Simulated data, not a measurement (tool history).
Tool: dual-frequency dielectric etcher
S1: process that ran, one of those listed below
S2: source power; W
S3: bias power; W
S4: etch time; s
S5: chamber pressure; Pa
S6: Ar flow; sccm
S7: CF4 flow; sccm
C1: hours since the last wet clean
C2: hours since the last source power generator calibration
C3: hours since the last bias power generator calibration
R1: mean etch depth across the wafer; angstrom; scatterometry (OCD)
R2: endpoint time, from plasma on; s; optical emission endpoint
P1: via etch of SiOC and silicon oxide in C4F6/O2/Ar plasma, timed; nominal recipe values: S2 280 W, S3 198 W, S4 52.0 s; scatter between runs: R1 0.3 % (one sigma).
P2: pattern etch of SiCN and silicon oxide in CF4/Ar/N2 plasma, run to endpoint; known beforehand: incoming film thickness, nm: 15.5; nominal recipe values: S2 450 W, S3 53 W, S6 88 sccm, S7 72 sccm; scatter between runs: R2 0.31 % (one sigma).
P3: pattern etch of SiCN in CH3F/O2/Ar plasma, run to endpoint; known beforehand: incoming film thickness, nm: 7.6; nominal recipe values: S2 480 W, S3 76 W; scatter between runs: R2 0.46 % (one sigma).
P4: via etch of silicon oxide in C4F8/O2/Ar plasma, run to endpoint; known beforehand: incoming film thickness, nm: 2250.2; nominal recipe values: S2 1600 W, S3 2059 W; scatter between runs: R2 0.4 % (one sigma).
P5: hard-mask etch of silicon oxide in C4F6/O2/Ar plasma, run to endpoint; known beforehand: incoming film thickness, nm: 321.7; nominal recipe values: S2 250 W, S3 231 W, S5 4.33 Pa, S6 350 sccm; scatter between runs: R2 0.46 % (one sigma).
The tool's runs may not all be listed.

run 1 hour=15.0 | S1=P1 S2=280 S3=198 S4=52.0 | C1=351.7 C2=1751.4 C3=1113.0 | R1=541.52
run 2 hour=30.7 | S1=P5 S2=250 S3=231 S5=5.53 S6=350 | C1=367.4 C2=1767.1 C3=1128.7 | R2=120.050
run 3 hour=40.9 | S1=P2 S2=360 S3=53 S6=88 S7=72 | C1=377.6 C2=1777.3 C3=1138.9 | R2=23.684
run 4 hour=49.5 | S1=P1 S2=280 S3=198 S4=52.0 | C1=386.2 C2=1785.9 C3=1147.5 | R1=544.29
run 5 hour=67.0 | S1=P1 S2=280 S3=249 S4=52.0 | C1=403.7 C2=1803.4 C3=1165.0 | R1=583.20
run 6 hour=76.1 | S1=P1 S2=350 S3=198 S4=52.0 | C1=412.8 C2=1812.5 C3=1174.1 | R1=588.55
run 7 hour=91.4 | S1=P1 S2=280 S3=198 S4=52.0 | C1=428.1 C2=1827.8 C3=1189.4 | R1=542.60
run 8 hour=104.2 | S1=P3 S2=290 S3=76 | C1=440.9 C2=1840.6 C3=1202.2 | R2=22.442
run 9 hour=118.1 | S1=P2 S2=450 S3=73 S6=88 S7=72 | C1=454.8 C2=1854.5 C3=1216.1 | R2=17.701
run 10 hour=132.0 | S1=P5 S2=250 S3=231 S5=4.33 S6=227 | C1=468.7 C2=1868.4 C3=1230.0 | R2=110.580
run 11 hour=142.5 | S1=P1 S2=280 S3=198 S4=52.0 | C1=479.2 C2=1878.9 C3=1240.5 | R1=544.17
run 12 hour=151.2 | S1=P2 S2=450 S3=53 S6=67 S7=72 | C1=487.9 C2=1887.6 C3=1249.2 | R2=18.714
run 13 hour=166.1 | S1=P5 S2=250 S3=231 S5=4.33 S6=350 | C1=502.8 C2=1902.5 C3=1264.1 | R2=116.650
run 14 hour=174.1 | S1=P1 S2=170 S3=133 S4=52.0 | C1=510.8 C2=1910.5 C3=1272.1 | R1=394.43
run 15 hour=188.2 | S1=P1 S2=280 S3=198 S4=52.0 | C1=524.9 C2=1924.6 C3=1286.2 | R1=540.43
run 16 hour=199.1 | S1=P5 S2=160 S3=231 S5=4.33 S6=350 | C1=535.8 C2=1935.5 C3=1297.1 | R2=138.160
run 17 hour=209.4 | S1=P5 S2=250 S3=316 S5=4.33 S6=350 | C1=546.1 C2=1945.8 C3=1307.4 | R2=103.470
run 18 hour=220.8 | S1=P3 S2=480 S3=76 | C1=557.5 C2=1957.2 C3=1318.8 | R2=18.842
run 19 hour=229.0 | S1=P4 S2=1600 S3=2059 | C1=565.7 C2=1965.4 C3=1327.0 | R2=485.320
run 20 hour=245.3 | S1=P1 S2=280 S3=198 S4=52.0 | C1=582.0 C2=1981.7 C3=1343.3 | R1=539.96
run 21 hour=254.6 | S1=P1 S2=280 S3=131 S4=52.0 | C1=591.3 C2=1991.0 C3=1352.6 | R1=474.46
run 22 hour=264.5 | S1=P1 S2=280 S3=198 S4=36.5 | C1=601.2 C2=2000.9 C3=1362.5 | R1=380.84
run 23 hour=280.7 | S1=P2 S2=450 S3=53 S6=88 S7=72 | C1=617.4 C2=2017.1 C3=1378.7 | R2=19.642
run 24 hour=295.3 | S1=P1 S2=280 S3=198 S4=52.0 | C1=632.0 C2=2031.7 C3=1393.3 | R1=542.81
run 25 hour=308.4 | S1=P3 S2=480 S3=57 | C1=645.1 C2=2044.8 C3=1406.4 | R2=20.715
run 26 hour=316.3 | S1=P2 S2=450 S3=53 S6=88 S7=95 | C1=653.0 C2=2052.7 C3=1414.3 | R2=18.677
run 27 hour=333.9 | S1=P5 S2=250 S3=231 S5=4.33 S6=350 | C1=670.6 C2=2070.3 C3=1431.9 | R2=116.350
run 28 hour=350.2 | S1=P4 S2=2070 S3=2059 | C1=686.9 C2=2086.6 C3=1448.2 | R2=437.860
run 29 hour=367.2 | S1=P1 S2=210 S3=198 S4=52.0 | C1=703.9 C2=2103.6 C3=1465.2 | R1=485.34
run 30 hour=375.6 | S1=P1 S2=280 S3=198 S4=63.5 | C1=712.3 C2=2112.0 C3=1473.6 | R1=665.06
run 31 hour=389.7 | S1=P4 S2=1600 S3=1440 | C1=726.4 C2=2126.1 C3=1487.7 | R2=537.000
run 32 hour=397.8 | S1=P3 S2=480 S3=76 | C1=734.5 C2=2134.2 C3=1495.8 | R2=18.802
run 33 hour=410.0 | S1=P1 S2=180 S3=164 S4=52.0 | C1=746.7 C2=2146.4 C3=1508.0 | R1=427.76
run 34 hour=426.7 | S1=P1 S2=280 S3=198 S4=52.0 | C1=763.4 C2=2163.1 C3=1524.7 | R1=541.47
run 35 hour=443.3 | S1=P1 S2=280 S3=198 S4=52.0 | C1=780.0 C2=2179.7 C3=1541.3 | R1=537.44
run 36 hour=460.5 | S1=P1 S2=280 S3=198 S4=52.0 | C1=797.2 C2=2196.9 C3=1558.5 | R1=534.05
run 37 hour=470.6 | S1=P1 S2=280 S3=198 S4=52.0 | C1=807.3 C2=2207.0 C3=1568.6 | R1=535.34
-- hour=474.2 wet clean of the chamber
run 38 hour=478.8 | S1=P1 S2=280 S3=198 S4=52.0 | C1=4.6 C2=2215.2 C3=1576.8 | R1=533.66
run 39 hour=489.7 | S1=P1 S2=280 S3=198 S4=52.0 | C1=15.5 C2=2226.1 C3=1587.7 | R1=534.44
run 40 hour=503.4 | S1=P1 S2=280 S3=198 S4=52.0 | C1=29.2 C2=2239.8 C3=1601.4 | R1=528.92
run 41 hour=520.5 | S1=P1 S2=280 S3=198 S4=52.0 | C1=46.3 C2=2256.9 C3=1618.5 | R1=534.14

What P1 gives has crept away from where it was. These 2 causes fit the log equally well, each at the size given:
A: source power that arrives under what is set, % = 4.29
B: bias power that arrives under what is set, % = 4.88
Creep in the process output first set in at about hour 426.7.
The rest of the possible causes, and what rules out each one:
chamber walls in a state that lowers the etch rate, %: serviced at hour 474.2, which brought nothing back

Each of the 4 check runs below uses one wafer; its results are left as question marks. Which run tells the causes apart?
run check 1 hour=537.6 | S1=P5 S2=250 S3=284 S5=4.33 S6=350 | R2=?
run check 2 hour=537.6 | S1=P4 S2=2040 S3=2059 | R2=?
run check 3 hour=537.6 | S1=P2 S2=450 S3=53 S6=88 S7=91 | R2=?
run check 4 hour=537.6 | S1=P3 S2=320 S3=76 | R2=?

How each check would come out, cause by cause:
check=check_1 result=R2 if_A=110.050 if_B=110.190
check=check_2 result=R2 if_A=448.980 if_B=447.550
check=check_3 result=R2 if_A=19.593 if_B=19.117
check=check_4 result=R2 if_A=22.103 if_B=22.141
Per check, the gap between the least separated pair of causes, taken in the result that splits them most: check 1 0.12 %; check 2 0.32 %; check 3 2.46 %; check 4 0.17 %
The causes can be told apart only by check 3. The other checks would give nearly the same results under each of them.

Then check 3 was run and gave: R2 19.533 s. Which cause is it?

The cause is A: source power that arrives under what is set, %.
